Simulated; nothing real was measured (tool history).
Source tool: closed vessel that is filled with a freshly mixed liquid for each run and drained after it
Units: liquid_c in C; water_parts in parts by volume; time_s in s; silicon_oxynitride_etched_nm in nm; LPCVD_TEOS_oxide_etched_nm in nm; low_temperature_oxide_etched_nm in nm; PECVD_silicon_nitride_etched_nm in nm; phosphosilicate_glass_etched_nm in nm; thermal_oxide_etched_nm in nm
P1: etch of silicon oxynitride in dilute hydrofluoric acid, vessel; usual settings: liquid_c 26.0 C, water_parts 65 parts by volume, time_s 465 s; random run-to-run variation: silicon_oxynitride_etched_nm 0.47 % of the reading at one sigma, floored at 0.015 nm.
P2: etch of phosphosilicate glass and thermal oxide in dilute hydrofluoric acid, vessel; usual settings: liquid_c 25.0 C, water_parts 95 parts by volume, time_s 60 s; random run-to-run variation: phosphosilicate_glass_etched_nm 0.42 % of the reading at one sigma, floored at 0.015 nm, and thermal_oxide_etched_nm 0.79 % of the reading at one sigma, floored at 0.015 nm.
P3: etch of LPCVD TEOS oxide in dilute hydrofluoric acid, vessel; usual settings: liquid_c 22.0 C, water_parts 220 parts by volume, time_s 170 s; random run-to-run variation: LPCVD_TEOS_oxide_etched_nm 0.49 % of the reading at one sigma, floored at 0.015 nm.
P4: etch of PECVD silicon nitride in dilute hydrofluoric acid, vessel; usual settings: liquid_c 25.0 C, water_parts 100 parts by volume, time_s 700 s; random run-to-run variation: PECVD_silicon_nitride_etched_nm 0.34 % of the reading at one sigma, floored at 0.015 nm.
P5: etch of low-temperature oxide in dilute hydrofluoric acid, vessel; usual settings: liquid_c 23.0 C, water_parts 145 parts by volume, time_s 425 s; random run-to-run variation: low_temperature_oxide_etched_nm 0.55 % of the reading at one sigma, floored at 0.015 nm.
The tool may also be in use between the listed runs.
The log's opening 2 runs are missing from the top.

run	day	process	liquid_c	water_parts	time_s	hours since the thermometer was replaced	hours since the hydrofluoric acid flow meter was replaced	silicon_oxynitride_etched_nm	LPCVD_TEOS_oxide_etched_nm	low_temperature_oxide_etched_nm	PECVD_silicon_nitride_etched_nm	phosphosilicate_glass_etched_nm	thermal_oxide_etched_nm
3	0.462	P1	26.0	25	465	348.8	490.8	74.4850					
4	0.662	P5	23.0	145	425	353.6	495.6			42.765			
5	0.838	P5	17.0	145	425	357.8	499.8			33.669			
6	0.988	P1	26.0	65	465	361.4	503.4	27.6780					
7	1.138	P1	18.0	65	465	365.0	507.0	18.6320					
8	1.283	P4	25.0	100	700	368.5	510.5				19.0770		
9	1.458	P5	23.0	145	425	372.7	514.7			42.661			
10	1.646	P4	25.0	100	315	377.2	519.2				8.5889		
11	1.825	P2	25.0	20	60	381.5	523.5					263.960	16.3320
12	2.042	P2	17.5	95	60	386.7	528.7					37.065	2.3333
13	2.221	P4	25.0	165	700	391.0	533.0				11.6490		
14	2.362	P1	26.0	100	465	394.4	536.4	17.5410					
# day 2.408: hydrofluoric acid flow meter replaced
15	2.504	P1	26.0	65	465	397.8	2.3	27.8060					
16	2.708	P5	23.0	145	220	402.7	7.2			22.271			
17	2.821	P2	25.0	95	30	405.4	9.9					24.883	1.5162
18	3.042	P1	26.0	65	465	410.7	15.2	27.8040					
19	3.217	P1	18.0	95	465	414.9	19.4	12.5290					
20	3.350	P1	26.0	65	85	418.1	22.6	5.0842					
21	3.479	P4	25.0	100	700	421.2	25.7				19.1580		
22	3.650	P5	23.0	50	425	425.3	29.8			137.740			
23	3.817	P1	34.0	65	465	429.3	33.8	40.1500					
24	3.988	P4	17.5	100	700	433.4	37.9				11.5350		
25	4.208	P3	17.0	220	170	438.7	43.2		14.417				

The next listed run, before its measurement:
26	4.400	P3	22.0	90	170	443.3	47.8		?				

LPCVD_TEOS_oxide_etched_nm: 49.523 nm

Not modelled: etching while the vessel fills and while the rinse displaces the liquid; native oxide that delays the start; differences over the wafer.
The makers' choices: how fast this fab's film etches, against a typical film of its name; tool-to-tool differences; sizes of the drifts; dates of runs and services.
